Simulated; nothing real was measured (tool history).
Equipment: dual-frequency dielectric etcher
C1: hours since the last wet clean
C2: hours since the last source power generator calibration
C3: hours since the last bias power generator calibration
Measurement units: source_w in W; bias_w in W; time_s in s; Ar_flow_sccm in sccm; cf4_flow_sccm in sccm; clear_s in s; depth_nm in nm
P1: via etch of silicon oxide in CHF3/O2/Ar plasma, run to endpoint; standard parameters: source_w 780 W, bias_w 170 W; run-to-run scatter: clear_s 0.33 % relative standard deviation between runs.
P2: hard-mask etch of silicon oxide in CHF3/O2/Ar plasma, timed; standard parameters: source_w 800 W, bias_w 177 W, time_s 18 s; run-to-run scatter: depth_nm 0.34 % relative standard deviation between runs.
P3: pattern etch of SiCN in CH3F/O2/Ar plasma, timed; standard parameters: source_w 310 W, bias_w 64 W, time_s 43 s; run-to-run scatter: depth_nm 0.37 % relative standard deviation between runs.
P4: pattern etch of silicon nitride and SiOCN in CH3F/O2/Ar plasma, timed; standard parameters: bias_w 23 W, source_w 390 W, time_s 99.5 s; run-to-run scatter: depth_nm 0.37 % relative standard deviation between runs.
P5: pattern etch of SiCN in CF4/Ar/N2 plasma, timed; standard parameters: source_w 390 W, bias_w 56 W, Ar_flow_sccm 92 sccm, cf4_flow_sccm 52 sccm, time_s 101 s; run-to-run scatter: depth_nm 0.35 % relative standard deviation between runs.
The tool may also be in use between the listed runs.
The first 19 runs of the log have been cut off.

run 20 day=3.8 | process=P4 source_w=390 bias_w=23 time_s=99.5 | C1=159.9 C2=2462.1 C3=2574.2 | depth_nm=13.336
run 21 day=4.017 | process=P1 source_w=780 bias_w=217 | C1=165.1 C2=2467.3 C3=2579.4 | clear_s=197.5
run 22 day=4.175 | process=P2 source_w=530 bias_w=177 time_s=18 | C1=168.9 C2=2471.1 C3=2583.2 | depth_nm=34.562
run 23 day=4.412 | process=P1 source_w=780 bias_w=104 | C1=174.6 C2=2476.8 C3=2588.9 | clear_s=250.9
run 24 day=4.588 | process=P1 source_w=780 bias_w=170 | C1=178.8 C2=2481 C3=2593.1 | clear_s=214.51
run 25 day=4.804 | process=P1 source_w=780 bias_w=170 | C1=184 C2=2486.2 C3=2598.3 | clear_s=215.03
run 26 day=5.058 | process=P1 source_w=780 bias_w=170 | C1=190.1 C2=2492.3 C3=2604.4 | clear_s=216.92
run 27 day=5.271 | process=P1 source_w=960 bias_w=115 | C1=195.2 C2=2497.4 C3=2609.5 | clear_s=224.39
run 28 day=5.425 | process=P3 source_w=200 bias_w=64 time_s=43 | C1=198.9 C2=2501.1 C3=2613.2 | depth_nm=11.991
run 29 day=5.675 | process=P4 source_w=390 bias_w=23 time_s=77 | C1=204.9 C2=2507.1 C3=2619.2 | depth_nm=10.334
run 30 day=5.804 | process=P1 source_w=530 bias_w=170 | C1=208 C2=2510.2 C3=2622.3 | clear_s=250.54
run 31 day=5.958 | process=P3 source_w=310 bias_w=64 time_s=58.5 | C1=211.7 C2=2513.9 C3=2626 | depth_nm=19.259
run 32 day=6.188 | process=P4 source_w=390 bias_w=23 time_s=99.5 | C1=217.2 C2=2519.4 C3=2631.5 | depth_nm=13.347
run 33 day=6.329 | process=P1 source_w=530 bias_w=133 | C1=220.6 C2=2522.8 C3=2634.9 | clear_s=269.95
run 34 day=6.446 | process=P1 source_w=780 bias_w=170 | C1=223.4 C2=2525.6 C3=2637.7 | clear_s=214.76
run 35 day=6.567 | process=P1 source_w=780 bias_w=170 | C1=226.3 C2=2528.5 C3=2640.6 | clear_s=216.55
run 36 day=6.812 | process=P1 source_w=780 bias_w=170 | C1=232.2 C2=2534.4 C3=2646.5 | clear_s=217.99
run 37 day=7.021 | process=P1 source_w=780 bias_w=170 | C1=237.2 C2=2539.4 C3=2651.5 | clear_s=217.6
run 38 day=7.204 | process=P1 source_w=780 bias_w=170 | C1=241.6 C2=2543.8 C3=2655.9 | clear_s=219.59

Estimate the outcome of run 39 from the log above:
-- day=7.242 wet clean of the chamber
run 39 day=7.362 | process=P1 source_w=780 bias_w=170 | C1=3 C2=2547.6 C3=2659.7 | clear_s=?

{"run 39": {"clear_s": 219.16}}
